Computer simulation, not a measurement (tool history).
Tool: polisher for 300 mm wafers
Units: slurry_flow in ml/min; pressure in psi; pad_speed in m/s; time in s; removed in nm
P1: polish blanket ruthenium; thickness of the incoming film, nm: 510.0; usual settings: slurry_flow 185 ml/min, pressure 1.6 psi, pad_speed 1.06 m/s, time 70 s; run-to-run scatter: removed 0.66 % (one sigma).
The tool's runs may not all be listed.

| run | day | slurry_flow | pressure | pad_speed | time | wafers polished on this pad | hours since the slurry nozzle was cleaned | hours since the head pressure was calibrated | removed |
|---|---|---|---|---|---|---|---|---|---|
| 1 | 0.467 | 185 | 1.6 | 1.06 | 70 | 792 | 180.5 | 346.4 | 77.551 |
| 2 | 0.988 | 240 | 1.6 | 1.36 | 70 | 989 | 193 | 358.9 | 103.51 |
| 3 | 1.375 | 115 | 1.6 | 1.06 | 70 | 1136 | 202.3 | 368.2 | 71.391 |
| 4 | 1.8 | 185 | 1.6 | 1.06 | 70 | 1297 | 212.5 | 378.4 | 77.136 |
| 5 | 2.15 | 185 | 1.6 | 1.06 | 70 | 1429 | 220.9 | 386.8 | 77.593 |
| 6 | 2.462 | 185 | 1.6 | 1.06 | 109 | 1547 | 228.4 | 394.3 | 121.39 |
| 7 | 3.008 | 185 | 1.6 | 1.06 | 32 | 1754 | 241.5 | 407.4 | 35.609 |
| 8 | 3.392 | 185 | 1 | 1.06 | 95 | 1899 | 250.7 | 416.6 | 66.122 |
| 9 | 3.771 | 185 | 1.6 | 1.36 | 70 | 2042 | 259.8 | 425.7 | 100.3 |
| 10 | 4.088 | 275 | 1.6 | 1.06 | 70 | 2162 | 267.4 | 433.3 | 81.245 |
| 11 | 4.533 | 110 | 1.6 | 0.48 | 70 | 2331 | 278.1 | 444 | 32.161 |
| 12 | 5.008 | 185 | 0.9 | 1.06 | 70 | 2510 | 289.5 | 455.4 | 43.739 |
| 13 | 5.429 | 185 | 1.6 | 1.06 | 70 | 2670 | 299.6 | 465.5 | 78.26 |
|  | 5.658 | worn pad replaced by a new one |
| 14 | 5.875 | 185 | 2.5 | 1.06 | 70 | 82 | 310.3 | 476.2 | 121.47 |
| 15 | 6.238 | 185 | 1.6 | 0.48 | 70 | 219 | 319 | 484.9 | 35.591 |
| 16 | 6.721 | 185 | 1.6 | 1.06 | 70 | 402 | 330.6 | 496.5 | 77.593 |
| 17 | 7.062 | 185 | 1.6 | 1.06 | 70 | 531 | 338.8 | 504.7 | 76.418 |
| 18 | 7.608 | 185 | 1.6 | 1.06 | 70 | 737 | 351.9 | 517.8 | 74.49 |
| 19 | 7.933 | 185 | 1.6 | 1.06 | 70 | 860 | 359.7 | 525.6 | 74.14 |
| 20 | 8.462 | 185 | 1.6 | 1.06 | 70 | 1060 | 372.4 | 538.3 | 72.751 |
|  | 8.538 | worn pad replaced by a new one |
| 21 | 9.012 | 185 | 1.6 | 1.06 | 70 | 179 | 385.6 | 551.5 | 72.376 |
| 22 | 9.421 | 185 | 1.6 | 1.06 | 70 | 334 | 395.4 | 561.3 | 73.524 |
| 23 | 9.938 | 185 | 1.6 | 1.06 | 70 | 529 | 407.8 | 573.7 | 71.775 |

What P1 gives has crept away from where it was. These 2 causes fit the log equally well, each at the size given:
A: slurry flow missing at the pad, % = 35.5
B: head's pressure below its setpoint, % = 7.43
The creep began at about day 6.721.
Why every other cause is out:
removal rate lost through wear of the pad, %: serviced at day 8.538, which brought nothing back

4 check runs are offered, each on 2 wafers whose results are averaged, their results left as question marks. Which one tells the causes apart?
| check 1 | 10.454 | 185 | 1.6 | 0.8 | 70 |  |  |  | ? |
| check 2 | 10.454 | 185 | 2.2 | 1.06 | 54 |  |  |  | ? |
| check 3 | 10.454 | 185 | 1.6 | 0.48 | 70 |  |  |  | ? |
| check 4 | 10.454 | 125 | 1.6 | 1.06 | 105 |  |  |  | ? |

What each check would give under each cause:
| check | result | if A | if B |
|---|---|---|---|
| check 1 | removed | 54.406 | 54.41 |
| check 2 | removed | 76.464 | 76.47 |
| check 3 | removed | 32.643 | 32.646 |
| check 4 | removed | 97.813 | 101.08 |
How far apart the two closest causes lie, in the result that separates them most: check 1 0.01 %; check 2 0.01 %; check 3 0.01 %; check 4 3.28 %
Only check 4 tells the causes apart: in the others they would give nearly the same result.

Check 4 was then run and gave: removed 97.213 nm. Which cause is it?

It is A: slurry flow missing at the pad, %.

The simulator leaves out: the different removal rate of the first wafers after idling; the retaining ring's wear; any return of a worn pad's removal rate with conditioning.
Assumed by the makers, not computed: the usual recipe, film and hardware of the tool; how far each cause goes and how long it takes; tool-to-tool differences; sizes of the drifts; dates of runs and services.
